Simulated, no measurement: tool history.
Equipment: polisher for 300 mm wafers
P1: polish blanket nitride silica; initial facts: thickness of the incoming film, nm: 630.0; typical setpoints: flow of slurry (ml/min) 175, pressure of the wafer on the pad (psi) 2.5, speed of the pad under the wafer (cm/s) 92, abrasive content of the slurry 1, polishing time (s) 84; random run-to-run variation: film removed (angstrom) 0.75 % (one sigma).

run	hour	flow of slurry (ml/min)	pressure of the wafer on the pad (psi)	speed of the pad under the wafer (cm/s)	abrasive content of the slurry	polishing time (s)	film removed (angstrom)
1	10.9	175	2.5	92	1	84	348.02
2	21.7	175	2.5	92	1	84	346.14
3	38.2	115	2.5	92	1	84	321.33
4	50.7	175	2.5	68	1	84	274.28
5	61.8	175	2.5	92	1.25	40	184.15
# hour 63.3: head pressure recalibrated
6	73.5	175	2.5	92	1	84	349.15
7	85.9	175	2.5	92	1	57	236.52
8	102.2	175	2.5	92	1	84	352.35
9	111.4	175	1.1	92	1	84	153.65
10	129.9	175	2.5	92	1	84	348.39
11	145.5	175	2.5	92	1.35	84	396.41
12	161.3	270	2.5	92	1	84	373.1
13	170	175	2.5	92	0.7	84	293.93
14	180.4	175	2.5	92	1	119	492.66
# hour 194.6: worn pad replaced by a new one
15	195.3	175	2.5	92	1	84	347.7
16	203.7	175	2.5	118	1	84	430.66
17	216.9	175	3.6	92	1	84	503.74
18	225.9	175	2.5	92	1	84	347.12
19	240.1	175	2.5	92	1	84	335.03
20	252.9	175	2.5	92	1	84	329.84
21	263.4	175	2.5	92	1	84	326.03
# hour 267.6: conditioning disc replaced and pad reconditioned
# hour 271.2: slurry blender recalibrated
22	281.8	175	2.5	92	1	84	321.3
# hour 287.5: worn pad replaced by a new one
23	291.4	175	2.5	92	1	84	318.86

Run 24 is up next; what results do you expect?
24	309.3	175	2.5	92	1	84	?

Run 24 yielded film removed (angstrom) 320.11.
